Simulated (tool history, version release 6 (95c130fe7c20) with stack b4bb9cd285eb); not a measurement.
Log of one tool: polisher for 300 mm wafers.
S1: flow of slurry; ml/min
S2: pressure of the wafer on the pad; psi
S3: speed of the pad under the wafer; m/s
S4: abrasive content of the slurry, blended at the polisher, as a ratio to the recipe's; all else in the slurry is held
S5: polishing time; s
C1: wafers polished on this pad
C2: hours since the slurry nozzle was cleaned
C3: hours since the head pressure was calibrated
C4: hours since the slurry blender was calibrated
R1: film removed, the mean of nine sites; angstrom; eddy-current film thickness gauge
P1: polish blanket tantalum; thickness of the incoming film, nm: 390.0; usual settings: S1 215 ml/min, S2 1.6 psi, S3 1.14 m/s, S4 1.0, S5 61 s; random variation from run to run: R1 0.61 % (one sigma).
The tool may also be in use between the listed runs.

{"run": 1, "day": 0.096, "S1": 215, "S2": 1.6, "S3": 1.14, "S4": 1.0, "S5": 61, "C1": 810, "C2": 95.7, "C3": 1093.3, "C4": 109.4, "R1": 749.77}
{"run": 2, "day": 0.229, "S1": 215, "S2": 1.6, "S3": 1.14, "S4": 1.4, "S5": 61, "C1": 847, "C2": 98.9, "C3": 1096.5, "C4": 112.6, "R1": 813.36}
{"run": 3, "day": 0.371, "S1": 320, "S2": 2.4, "S3": 1.14, "S4": 1.0, "S5": 61, "C1": 886, "C2": 102.3, "C3": 1099.9, "C4": 116.0, "R1": 1169.9}
{"day": 0.462, "done": "slurry nozzle cleaned"}
{"run": 4, "day": 0.571, "S1": 215, "S2": 1.6, "S3": 1.14, "S4": 1.0, "S5": 92, "C1": 941, "C2": 2.7, "C3": 1104.7, "C4": 120.8, "R1": 1142.5}
{"run": 5, "day": 0.721, "S1": 215, "S2": 2.2, "S3": 1.14, "S4": 1.0, "S5": 61, "C1": 982, "C2": 6.3, "C3": 1108.3, "C4": 124.4, "R1": 1027.1}
{"run": 6, "day": 0.85, "S1": 215, "S2": 1.6, "S3": 1.14, "S4": 1.0, "S5": 61, "C1": 1018, "C2": 9.4, "C3": 1111.4, "C4": 127.5, "R1": 745.28}
{"run": 7, "day": 0.992, "S1": 325, "S2": 1.6, "S3": 1.14, "S4": 1.0, "S5": 61, "C1": 1057, "C2": 12.8, "C3": 1114.8, "C4": 130.9, "R1": 779.13}
{"run": 8, "day": 1.096, "S1": 215, "S2": 1.6, "S3": 1.44, "S4": 1.0, "S5": 61, "C1": 1085, "C2": 15.3, "C3": 1117.3, "C4": 133.4, "R1": 943.96}
{"run": 9, "day": 1.304, "S1": 215, "S2": 1.6, "S3": 1.14, "S4": 1.0, "S5": 61, "C1": 1143, "C2": 20.3, "C3": 1122.3, "C4": 138.4, "R1": 749.55}
{"run": 10, "day": 1.408, "S1": 215, "S2": 1.6, "S3": 1.14, "S4": 1.0, "S5": 61, "C1": 1171, "C2": 22.8, "C3": 1124.8, "C4": 140.9, "R1": 750.57}
{"run": 11, "day": 1.529, "S1": 215, "S2": 1.6, "S3": 1.14, "S4": 1.0, "S5": 28, "C1": 1205, "C2": 25.7, "C3": 1127.7, "C4": 143.8, "R1": 346.14}
{"run": 12, "day": 1.708, "S1": 215, "S2": 1.6, "S3": 0.52, "S4": 1.0, "S5": 61, "C1": 1254, "C2": 30.0, "C3": 1132.0, "C4": 148.1, "R1": 341.15}
{"run": 13, "day": 1.921, "S1": 130, "S2": 1.6, "S3": 1.14, "S4": 1.0, "S5": 61, "C1": 1313, "C2": 35.1, "C3": 1137.1, "C4": 153.2, "R1": 701.01}
{"run": 14, "day": 2.125, "S1": 215, "S2": 0.7, "S3": 1.14, "S4": 1.0, "S5": 61, "C1": 1369, "C2": 40.0, "C3": 1142.0, "C4": 158.1, "R1": 327.85}
{"day": 2.138, "done": "head pressure recalibrated"}
{"run": 15, "day": 2.308, "S1": 215, "S2": 1.6, "S3": 1.14, "S4": 1.0, "S5": 61, "C1": 1419, "C2": 44.4, "C3": 4.2, "C4": 162.5, "R1": 755.04}
{"run": 16, "day": 2.504, "S1": 215, "S2": 1.6, "S3": 1.14, "S4": 1.0, "S5": 61, "C1": 1473, "C2": 49.1, "C3": 8.9, "C4": 167.2, "R1": 753.87}
{"run": 17, "day": 2.604, "S1": 215, "S2": 1.6, "S3": 1.14, "S4": 0.6, "S5": 61, "C1": 1501, "C2": 51.5, "C3": 11.3, "C4": 169.6, "R1": 630.19}
{"run": 18, "day": 2.758, "S1": 215, "S2": 1.6, "S3": 1.14, "S4": 1.0, "S5": 61, "C1": 1543, "C2": 55.2, "C3": 15.0, "C4": 173.3, "R1": 748.41}
{"run": 19, "day": 2.896, "S1": 215, "S2": 1.6, "S3": 1.14, "S4": 1.0, "S5": 61, "C1": 1581, "C2": 58.5, "C3": 18.3, "C4": 176.6, "R1": 731.52}
{"run": 20, "day": 3.117, "S1": 215, "S2": 1.6, "S3": 1.14, "S4": 1.0, "S5": 61, "C1": 1642, "C2": 63.8, "C3": 23.6, "C4": 181.9, "R1": 721.09}
{"run": 21, "day": 3.312, "S1": 215, "S2": 1.6, "S3": 1.14, "S4": 1.0, "S5": 61, "C1": 1696, "C2": 68.5, "C3": 28.3, "C4": 186.6, "R1": 704.64}
{"run": 22, "day": 3.467, "S1": 215, "S2": 1.6, "S3": 1.14, "S4": 1.0, "S5": 61, "C1": 1738, "C2": 72.2, "C3": 32.0, "C4": 190.3, "R1": 699.14}
{"run": 23, "day": 3.625, "S1": 215, "S2": 1.6, "S3": 1.14, "S4": 1.0, "S5": 61, "C1": 1782, "C2": 76.0, "C3": 35.8, "C4": 194.1, "R1": 698.15}
{"day": 3.667, "done": "slurry nozzle cleaned"}
{"day": 3.688, "done": "head pressure recalibrated"}
{"run": 24, "day": 3.842, "S1": 215, "S2": 1.6, "S3": 1.14, "S4": 1.0, "S5": 61, "C1": 1842, "C2": 4.2, "C3": 3.7, "C4": 199.3, "R1": 701.46}
{"run": 25, "day": 3.979, "S1": 215, "S2": 1.6, "S3": 1.14, "S4": 1.0, "S5": 61, "C1": 1880, "C2": 7.5, "C3": 7.0, "C4": 202.6, "R1": 692.61}

Forecast run 26:
{"run": 26, "day": 4.196, "S1": 215, "S2": 1.6, "S3": 1.14, "S4": 1.0, "S5": 61, "C1": 1939, "C2": 12.7, "C3": 12.2, "C4": 207.8, "R1": "?"}

Run 26 gave R1 703.58 angstrom.
